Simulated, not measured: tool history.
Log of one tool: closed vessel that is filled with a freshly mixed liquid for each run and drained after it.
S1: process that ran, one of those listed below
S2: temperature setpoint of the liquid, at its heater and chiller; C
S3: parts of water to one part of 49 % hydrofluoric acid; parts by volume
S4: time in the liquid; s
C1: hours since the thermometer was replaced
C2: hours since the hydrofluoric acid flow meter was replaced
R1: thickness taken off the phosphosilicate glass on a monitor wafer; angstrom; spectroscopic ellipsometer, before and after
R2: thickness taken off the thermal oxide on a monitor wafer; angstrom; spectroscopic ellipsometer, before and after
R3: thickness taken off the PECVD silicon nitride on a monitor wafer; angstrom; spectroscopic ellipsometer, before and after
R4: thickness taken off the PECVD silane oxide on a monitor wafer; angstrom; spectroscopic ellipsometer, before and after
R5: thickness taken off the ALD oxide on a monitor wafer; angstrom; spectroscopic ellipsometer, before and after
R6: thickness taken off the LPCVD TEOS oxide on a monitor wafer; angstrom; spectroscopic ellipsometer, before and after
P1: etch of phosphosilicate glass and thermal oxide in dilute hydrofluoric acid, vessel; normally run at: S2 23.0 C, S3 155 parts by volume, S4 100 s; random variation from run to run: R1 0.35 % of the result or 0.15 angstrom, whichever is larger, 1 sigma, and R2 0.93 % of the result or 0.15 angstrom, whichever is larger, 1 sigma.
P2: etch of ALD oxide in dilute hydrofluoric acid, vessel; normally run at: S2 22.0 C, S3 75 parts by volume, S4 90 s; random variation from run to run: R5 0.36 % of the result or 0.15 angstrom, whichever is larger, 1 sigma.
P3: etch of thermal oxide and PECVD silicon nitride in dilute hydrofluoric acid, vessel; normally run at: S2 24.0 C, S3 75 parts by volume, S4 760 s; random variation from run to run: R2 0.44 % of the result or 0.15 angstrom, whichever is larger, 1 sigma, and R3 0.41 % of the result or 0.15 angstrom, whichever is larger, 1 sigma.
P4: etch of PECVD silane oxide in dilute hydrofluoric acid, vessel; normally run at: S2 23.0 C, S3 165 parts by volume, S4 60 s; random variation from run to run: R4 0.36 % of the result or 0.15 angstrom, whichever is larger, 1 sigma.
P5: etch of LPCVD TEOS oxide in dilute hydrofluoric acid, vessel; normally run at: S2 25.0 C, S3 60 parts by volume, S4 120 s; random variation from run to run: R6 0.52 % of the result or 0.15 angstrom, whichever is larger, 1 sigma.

run 1 hour=6.2 | S1=P1 S2=23.0 S3=155 S4=100 | C1=809.3 C2=664.4 | R1=520.73 R2=25.4320
run 2 hour=16.0 | S1=P3 S2=24.0 S3=75 S4=30 | C1=819.1 C2=674.2 | R2=19.3680 R3=8.4818
run 3 hour=21.2 | S1=P4 S2=31.0 S3=165 S4=60 | C1=824.3 C2=679.4 | R4=134.59
run 4 hour=27.7 | S1=P1 S2=17.0 S3=155 S4=100 | C1=830.8 C2=685.9 | R1=412.73 R2=20.0790
run 5 hour=35.0 | S1=P1 S2=29.0 S3=155 S4=30 | C1=838.1 C2=693.2 | R1=196.30 R2=9.4928
run 6 hour=44.8 | S1=P3 S2=32.0 S3=75 S4=760 | C1=847.9 C2=703.0 | R2=672.2100 R3=356.3000
run 7 hour=49.3 | S1=P4 S2=23.0 S3=165 S4=100 | C1=852.4 C2=707.5 | R4=168.28
run 8 hour=57.8 | S1=P4 S2=23.0 S3=165 S4=60 | C1=860.9 C2=716.0 | R4=100.39
run 9 hour=64.0 | S1=P1 S2=23.0 S3=265 S4=100 | C1=867.1 C2=722.2 | R1=273.43 R2=12.9620
run 10 hour=71.0 | S1=P3 S2=24.0 S3=20 S4=760 | C1=874.1 C2=729.2 | R2=1984.9000 R3=768.6700
run 11 hour=78.6 | S1=P1 S2=23.0 S3=155 S4=100 | C1=881.7 C2=736.8 | R1=526.96 R2=25.5510
run 12 hour=83.4 | S1=P1 S2=23.0 S3=155 S4=100 | C1=886.5 C2=741.6 | R1=529.31 R2=25.6050
run 13 hour=92.1 | S1=P1 S2=23.0 S3=155 S4=100 | C1=895.2 C2=750.3 | R1=526.17 R2=25.3020
run 14 hour=96.5 | S1=P2 S2=26.5 S3=75 S4=90 | C1=899.6 C2=754.7 | R5=168.570
run 15 hour=101.4 | S1=P4 S2=23.0 S3=165 S4=60 | C1=904.5 C2=759.6 | R4=100.82
run 16 hour=109.6 | S1=P2 S2=22.0 S3=75 S4=90 | C1=912.7 C2=767.8 | R5=140.930
run 17 hour=119.4 | S1=P5 S2=25.0 S3=60 S4=30 | C1=922.5 C2=777.6 | R6=123.78
run 18 hour=125.0 | S1=P1 S2=29.0 S3=245 S4=100 | C1=928.1 C2=783.2 | R1=373.52 R2=17.7710
run 19 hour=131.6 | S1=P1 S2=23.0 S3=155 S4=100 | C1=934.7 C2=789.8 | R1=524.84 R2=25.6740
run 20 hour=139.7 | S1=P1 S2=23.0 S3=155 S4=160 | C1=942.8 C2=797.9 | R1=842.19 R2=40.6130
run 21 hour=149.2 | S1=P1 S2=23.0 S3=155 S4=100 | C1=952.3 C2=807.4 | R1=527.63 R2=25.0300
run 22 hour=157.6 | S1=P5 S2=25.0 S3=60 S4=120 | C1=960.7 C2=815.8 | R6=497.62
run 23 hour=162.7 | S1=P5 S2=25.0 S3=60 S4=120 | C1=965.8 C2=820.9 | R6=495.62
run 24 hour=169.1 | S1=P2 S2=22.0 S3=140 S4=90 | C1=972.2 C2=827.3 | R5=70.560
run 25 hour=176.4 | S1=P1 S2=28.5 S3=40 S4=100 | C1=979.5 C2=834.6 | R1=2924.60 R2=141.0700
run 26 hour=183.7 | S1=P1 S2=23.0 S3=155 S4=100 | C1=986.8 C2=841.9 | R1=525.39 R2=25.1810
run 27 hour=192.6 | S1=P3 S2=24.0 S3=75 S4=760 | C1=995.7 C2=850.8 | R2=491.9500 R3=213.9900
run 28 hour=198.5 | S1=P1 S2=31.5 S3=155 S4=100 | C1=1001.6 C2=856.7 | R1=714.58 R2=34.7090
run 29 hour=204.2 | S1=P4 S2=23.0 S3=50 S4=60 | C1=1007.3 C2=862.4 | R4=380.14
run 30 hour=212.9 | S1=P2 S2=22.0 S3=75 S4=30 | C1=1016.0 C2=871.1 | R5=47.008
run 31 hour=218.4 | S1=P1 S2=23.0 S3=155 S4=35 | C1=1021.5 C2=876.6 | R1=183.82 R2=8.4189
run 32 hour=223.5 | S1=P5 S2=33.5 S3=60 S4=120 | C1=1026.6 C2=881.7 | R6=693.76
run 33 hour=232.3 | S1=P5 S2=25.0 S3=30 S4=120 | C1=1035.4 C2=890.5 | R6=1040.70
run 34 hour=237.8 | S1=P1 S2=23.0 S3=40 S4=100 | C1=1040.9 C2=896.0 | R1=2326.10 R2=112.3100
run 35 hour=244.5 | S1=P1 S2=23.0 S3=155 S4=100 | C1=1047.6 C2=902.7 | R1=526.91 R2=24.9350
run 36 hour=249.7 | S1=P1 S2=23.0 S3=155 S4=100 | C1=1052.8 C2=907.9 | R1=533.92 R2=25.8160
run 37 hour=254.4 | S1=P1 S2=23.0 S3=155 S4=100 | C1=1057.5 C2=912.6 | R1=546.00 R2=26.6740
run 38 hour=264.0 | S1=P1 S2=23.0 S3=155 S4=100 | C1=1067.1 C2=922.2 | R1=552.43 R2=26.4590
run 39 hour=272.3 | S1=P1 S2=23.0 S3=155 S4=100 | C1=1075.4 C2=930.5 | R1=557.79 R2=27.3810
run 40 hour=278.9 | S1=P1 S2=23.0 S3=155 S4=100 | C1=1082.0 C2=937.1 | R1=561.00 R2=26.8160
run 41 hour=287.6 | S1=P1 S2=23.0 S3=155 S4=100 | C1=1090.7 C2=945.8 | R1=559.97 R2=27.2810
run 42 hour=295.9 | S1=P1 S2=23.0 S3=155 S4=100 | C1=1099.0 C2=954.1 | R1=562.74 R2=27.1420
run 43 hour=301.4 | S1=P1 S2=23.0 S3=155 S4=100 | C1=1104.5 C2=959.6 | R1=567.57 R2=27.4380

What P1 gives has crept away from where it was. These 2 causes fit the log equally well, each at the size given:
A: liquid hotter than its thermometer reads (K) = 1.85
B: hydrofluoric acid flow above the setpoint (%) = 6.21
The creep began at about hour 244.5.

4 check runs are offered, one wafer each, their results left as question marks. Which one tells the causes apart?
run check 1 hour=306.9 | S1=P2 S2=22.0 S3=105 S4=90 | R5=?
run check 2 hour=306.9 | S1=P3 S2=24.0 S3=75 S4=95 | R2=? R3=?
run check 3 hour=306.9 | S1=P4 S2=29.5 S3=165 S4=100 | R4=?
run check 4 hour=306.9 | S1=P5 S2=32.5 S3=60 S4=120 | R6=?

What each check would give under each cause:
check=check_1 result=R5 if_A=104.730 if_B=104.070
check=check_2 result=R2 if_A=66.2330 if_B=65.6960
check=check_2 result=R3 if_A=30.0330 if_B=28.1980
check=check_3 result=R4 if_A=227.12 if_B=228.76
check=check_4 result=R6 if_A=716.72 if_B=713.88
How far apart the two closest causes lie, in the result that separates them most: check 1 0.63 %; check 2 6.3 %; check 3 0.72 %; check 4 0.4 %
Only check 2 tells the causes apart: in the others they would give nearly the same result.

Check 2 was then run and gave: R2 65.6280 angstrom; R3 28.1370 angstrom. Which cause is it?

It is B: hydrofluoric acid flow above the setpoint (%).
